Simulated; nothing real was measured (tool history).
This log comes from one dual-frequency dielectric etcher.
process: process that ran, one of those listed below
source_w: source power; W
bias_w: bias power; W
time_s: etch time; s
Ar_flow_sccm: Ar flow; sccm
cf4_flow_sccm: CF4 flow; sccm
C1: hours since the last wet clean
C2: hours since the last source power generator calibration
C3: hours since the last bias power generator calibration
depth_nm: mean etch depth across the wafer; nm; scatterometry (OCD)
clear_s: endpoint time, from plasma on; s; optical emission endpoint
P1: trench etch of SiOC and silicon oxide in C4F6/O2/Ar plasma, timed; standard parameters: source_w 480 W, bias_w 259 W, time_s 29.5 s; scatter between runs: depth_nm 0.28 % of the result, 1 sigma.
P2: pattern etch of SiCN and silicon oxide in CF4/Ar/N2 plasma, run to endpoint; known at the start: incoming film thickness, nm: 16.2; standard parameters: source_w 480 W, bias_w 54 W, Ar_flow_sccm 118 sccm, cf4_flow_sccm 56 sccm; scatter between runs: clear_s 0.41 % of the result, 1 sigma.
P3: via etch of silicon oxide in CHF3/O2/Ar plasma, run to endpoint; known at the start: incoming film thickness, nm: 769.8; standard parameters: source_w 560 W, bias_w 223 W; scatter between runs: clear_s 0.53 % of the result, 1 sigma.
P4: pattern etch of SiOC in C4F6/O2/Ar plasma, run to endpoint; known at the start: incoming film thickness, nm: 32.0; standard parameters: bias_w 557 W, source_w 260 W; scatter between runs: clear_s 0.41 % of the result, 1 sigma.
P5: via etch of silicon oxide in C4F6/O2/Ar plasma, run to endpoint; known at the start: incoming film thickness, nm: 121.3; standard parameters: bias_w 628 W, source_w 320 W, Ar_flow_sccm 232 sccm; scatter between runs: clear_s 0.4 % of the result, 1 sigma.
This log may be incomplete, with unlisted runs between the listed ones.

Run 1, hour 4.0: process P1, source_w 480 W, bias_w 259 W, time_s 29.5 s; C1 115.9; C2 1266.9; C3 704.6. Result: depth_nm 70.405 nm.
Run 2, hour 8.9: process P3, source_w 560 W, bias_w 265 W; C1 120.8; C2 1271.8; C3 709.5. Result: clear_s 351.080 s.
Run 3, hour 12.0: process P1, source_w 320 W, bias_w 259 W, time_s 37.0 s; C1 123.9; C2 1274.9; C3 712.6. Result: depth_nm 75.568 nm.
Run 4, hour 14.4: process P1, source_w 480 W, bias_w 259 W, time_s 29.5 s; C1 126.3; C2 1277.3; C3 715.0. Result: depth_nm 70.269 nm.
Run 5, hour 17.3: process P3, source_w 560 W, bias_w 223 W; C1 129.2; C2 1280.2; C3 717.9. Result: clear_s 372.770 s.
Run 6, hour 22.4: process P2, source_w 480 W, bias_w 72 W, Ar_flow_sccm 118 sccm, cf4_flow_sccm 56 sccm; C1 134.3; C2 1285.3; C3 723.0. Result: clear_s 18.688 s.
Run 7, hour 24.9: process P4, source_w 260 W, bias_w 557 W; C1 136.8; C2 1287.8; C3 725.5. Result: clear_s 11.816 s.
Run 8, hour 28.0: process P2, source_w 480 W, bias_w 54 W, Ar_flow_sccm 118 sccm, cf4_flow_sccm 56 sccm; C1 139.9; C2 1290.9; C3 728.6. Result: clear_s 20.449 s.
Run 9, hour 30.6: process P1, source_w 480 W, bias_w 259 W, time_s 29.5 s; C1 142.5; C2 1293.5; C3 731.2. Result: depth_nm 70.422 nm.
Run 10, hour 35.0: process P4, source_w 260 W, bias_w 557 W; C1 146.9; C2 1297.9; C3 735.6. Result: clear_s 11.758 s.
Run 11, hour 37.9: process P1, source_w 650 W, bias_w 259 W, time_s 29.5 s; C1 149.8; C2 1300.8; C3 738.5. Result: depth_nm 78.721 nm.
Run 12, hour 41.1: process P4, source_w 200 W, bias_w 557 W; C1 153.0; C2 1304.0; C3 741.7. Result: clear_s 12.999 s.
Run 13, hour 45.0: process P1, source_w 480 W, bias_w 259 W, time_s 29.5 s; C1 156.9; C2 1307.9; C3 745.6. Result: depth_nm 70.352 nm.
Run 14, hour 48.0: process P2, source_w 480 W, bias_w 54 W, Ar_flow_sccm 118 sccm, cf4_flow_sccm 56 sccm; C1 159.9; C2 1310.9; C3 748.6. Result: clear_s 20.625 s.
Run 15, hour 51.8: process P1, source_w 480 W, bias_w 259 W, time_s 43.5 s; C1 163.7; C2 1314.7; C3 752.4. Result: depth_nm 103.540 nm.
Run 16, hour 55.2: process P2, source_w 370 W, bias_w 54 W, Ar_flow_sccm 118 sccm, cf4_flow_sccm 56 sccm; C1 167.1; C2 1318.1; C3 755.8. Result: clear_s 25.981 s.
Run 17, hour 58.2: process P3, source_w 750 W, bias_w 223 W; C1 170.1; C2 1321.1; C3 758.8. Result: clear_s 331.600 s.
At hour 61.3: bias power generator calibrated.
Run 18, hour 63.3: process P2, source_w 480 W, bias_w 54 W, Ar_flow_sccm 164 sccm, cf4_flow_sccm 56 sccm; C1 175.2; C2 1326.2; C3 2.1. Result: clear_s 21.917 s.
Run 19, hour 67.6: process P1, source_w 480 W, bias_w 346 W, time_s 29.5 s; C1 179.5; C2 1330.5; C3 6.4. Result: depth_nm 77.604 nm.
Run 20, hour 70.0: process P5, source_w 320 W, bias_w 628 W, Ar_flow_sccm 232 sccm; C1 181.9; C2 1332.9; C3 8.8. Result: clear_s 25.340 s.
Run 21, hour 73.6: process P1, source_w 480 W, bias_w 259 W, time_s 23.0 s; C1 185.5; C2 1336.5; C3 12.4. Result: depth_nm 54.769 nm.
Run 22, hour 77.8: process P2, source_w 480 W, bias_w 54 W, Ar_flow_sccm 118 sccm, cf4_flow_sccm 77 sccm; C1 189.7; C2 1340.7; C3 16.6. Result: clear_s 19.529 s.
Run 23, hour 81.1: process P5, source_w 320 W, bias_w 865 W, Ar_flow_sccm 232 sccm; C1 193.0; C2 1344.0; C3 19.9. Result: clear_s 22.526 s.
Run 24, hour 85.8: process P5, source_w 320 W, bias_w 628 W, Ar_flow_sccm 232 sccm; C1 197.7; C2 1348.7; C3 24.6. Result: clear_s 25.595 s.
Run 25, hour 89.8: process P1, source_w 340 W, bias_w 259 W, time_s 23.0 s; C1 201.7; C2 1352.7; C3 28.6. Result: depth_nm 48.261 nm.
Run 26, hour 94.4: process P1, source_w 480 W, bias_w 174 W, time_s 29.5 s; C1 206.3; C2 1357.3; C3 33.2. Result: depth_nm 61.927 nm.
Run 27, hour 97.2: process P1, source_w 370 W, bias_w 259 W, time_s 29.5 s; C1 209.1; C2 1360.1; C3 36.0. Result: depth_nm 63.814 nm.
Run 28, hour 101.2: process P1, source_w 480 W, bias_w 259 W, time_s 29.5 s; C1 213.1; C2 1364.1; C3 40.0. Result: depth_nm 70.518 nm.
Run 29, hour 105.4: process P4, source_w 260 W, bias_w 419 W; C1 217.3; C2 1368.3; C3 44.2. Result: clear_s 13.129 s.
Run 30, hour 110.7: process P5, source_w 250 W, bias_w 628 W, Ar_flow_sccm 232 sccm; C1 222.6; C2 1373.6; C3 49.5. Result: clear_s 27.859 s.
Run 31, hour 114.2: process P5, source_w 320 W, bias_w 628 W, Ar_flow_sccm 169 sccm; C1 226.1; C2 1377.1; C3 53.0. Result: clear_s 24.537 s.
Run 32, hour 117.6: process P1, source_w 480 W, bias_w 259 W, time_s 29.5 s; C1 229.5; C2 1380.5; C3 56.4. Result: depth_nm 70.333 nm.
Run 33, hour 121.7: process P1, source_w 480 W, bias_w 259 W, time_s 29.5 s; C1 233.6; C2 1384.6; C3 60.5. Result: depth_nm 69.778 nm.
Run 34, hour 124.5: process P1, source_w 480 W, bias_w 259 W, time_s 29.5 s; C1 236.4; C2 1387.4; C3 63.3. Result: depth_nm 69.451 nm.
Run 35, hour 127.1: process P1, source_w 480 W, bias_w 259 W, time_s 29.5 s; C1 239.0; C2 1390.0; C3 65.9. Result: depth_nm 69.555 nm.
At hour 127.4: wet clean of the chamber.
Run 36, hour 129.7: process P1, source_w 480 W, bias_w 259 W, time_s 29.5 s; C1 2.3; C2 1392.6; C3 68.5. Result: depth_nm 69.458 nm.
Run 37, hour 134.9: process P1, source_w 480 W, bias_w 259 W, time_s 29.5 s; C1 7.5; C2 1397.8; C3 73.7. Result: depth_nm 69.695 nm.
Run 38, hour 137.8: process P1, source_w 480 W, bias_w 259 W, time_s 29.5 s; C1 10.4; C2 1400.7; C3 76.6. Result: depth_nm 69.091 nm.
Run 39, hour 141.5: process P1, source_w 480 W, bias_w 259 W, time_s 29.5 s; C1 14.1; C2 1404.4; C3 80.3. Result: depth_nm 69.180 nm.

Something has made what P1 gives creep away from where it was; the 2 causes below, each at its own stated size, fit the log equally well:
A: source power that arrives under what is set, % = 3.97
B: bias power that arrives under what is set, % = 4.52
Onset of the creep was near hour 117.6.
Excluded causes, each with its reason:
chamber walls in a state that lowers the etch rate, %: maintenance at hour 127.4, after the shift began, did not return the process to its former output

Which of the 4 check runs listed below, each an average over 2 wafers with its results shown as question marks, gives clearly different results under the different listed causes?
Run check 1, hour 145.2: process P2, source_w 480 W, bias_w 54 W, Ar_flow_sccm 118 sccm, cf4_flow_sccm 56 sccm. Result: clear_s ?.
Run check 2, hour 145.2: process P5, source_w 320 W, bias_w 628 W, Ar_flow_sccm 232 sccm. Result: clear_s ?.
Run check 3, hour 145.2: process P4, source_w 260 W, bias_w 557 W. Result: clear_s ?.
Run check 4, hour 145.2: process P3, source_w 560 W, bias_w 223 W. Result: clear_s ?.

Expected result of each check under each candidate cause:
  check   result     if A     if B
check 1  clear_s   21.361   20.932
check 2  clear_s   25.829   25.913
check 3  clear_s   11.980   12.017
check 4  clear_s  378.200  378.550
Minimum pairwise separation of causes per check, each pair taken at its best-separating result: check 1 2.03 %; check 2 0.32 %; check 3 0.31 %; check 4 0.09 %
Of the check runs offered, only check 1 discriminates between the causes; the rest would read about the same regardless of which cause applies.

Check 1 was then run and gave: clear_s 20.870 s. Which cause is it?

It was cause B: bias power that arrives under what is set, %.

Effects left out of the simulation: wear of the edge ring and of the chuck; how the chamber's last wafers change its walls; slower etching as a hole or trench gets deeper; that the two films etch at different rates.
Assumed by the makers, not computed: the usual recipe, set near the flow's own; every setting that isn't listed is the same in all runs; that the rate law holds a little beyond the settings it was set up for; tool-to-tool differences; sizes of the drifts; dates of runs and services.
